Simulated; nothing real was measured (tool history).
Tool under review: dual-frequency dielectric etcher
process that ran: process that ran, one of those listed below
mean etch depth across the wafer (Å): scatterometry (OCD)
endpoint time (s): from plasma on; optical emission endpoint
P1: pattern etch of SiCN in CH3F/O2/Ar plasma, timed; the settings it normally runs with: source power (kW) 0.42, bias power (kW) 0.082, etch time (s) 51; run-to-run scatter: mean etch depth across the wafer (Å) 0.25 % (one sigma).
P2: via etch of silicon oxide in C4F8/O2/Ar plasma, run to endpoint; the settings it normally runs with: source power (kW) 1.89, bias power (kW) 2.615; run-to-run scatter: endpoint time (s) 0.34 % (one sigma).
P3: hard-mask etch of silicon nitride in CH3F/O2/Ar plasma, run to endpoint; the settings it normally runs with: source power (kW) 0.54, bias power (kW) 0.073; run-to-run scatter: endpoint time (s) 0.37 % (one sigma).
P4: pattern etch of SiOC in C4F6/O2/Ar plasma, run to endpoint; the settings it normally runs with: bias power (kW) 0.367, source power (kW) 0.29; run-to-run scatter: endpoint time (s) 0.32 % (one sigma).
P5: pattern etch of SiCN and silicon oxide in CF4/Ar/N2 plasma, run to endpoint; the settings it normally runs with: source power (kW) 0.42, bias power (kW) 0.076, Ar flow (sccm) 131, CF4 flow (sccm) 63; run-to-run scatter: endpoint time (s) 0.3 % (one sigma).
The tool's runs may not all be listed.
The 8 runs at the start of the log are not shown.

run	hour	process that ran	source power (kW)	bias power (kW)	etch time (s)	Ar flow (sccm)	CF4 flow (sccm)	hours since the last wet clean	hours since the last source power generator calibration	hours since the last bias power generator calibration	mean etch depth across the wafer (Å)	endpoint time (s)
9	96.9	P2	1.89	2.615				175.2	2233.2	785.2		399.45
10	107.1	P1	0.42	0.057	73.5			185.4	2243.4	795.4	260.63	
11	121.1	P1	0.42	0.082	51			199.4	2257.4	809.4	205.87	
12	128.6	P1	0.3	0.082	51			206.9	2264.9	816.9	181.53	
13	139.9	P1	0.56	0.064	51			218.2	2276.2	828.2	209.72	
14	150.9	P1	0.42	0.082	51			229.2	2287.2	839.2	204.35	
# hour 156.4: source power generator calibrated
15	159.1	P5	0.42	0.076		131	39	237.4	2.8	847.4		12.155
16	170.5	P1	0.42	0.064	51			248.8	14.2	858.8	187.53	
# hour 172.7: wet clean of the chamber
17	177.6	P4	0.39	0.367				5	21.3	865.9		16.175
18	185.9	P3	0.54	0.092				13.3	29.6	874.2		39.111
19	195.3	P4	0.29	0.367				22.7	39	883.6		18.06

What does the tool deliver on the next run?
20	206.1	P1	0.42	0.082	51			33.5	49.8	894.4	?	

mean etch depth across the wafer (Å): 205.96
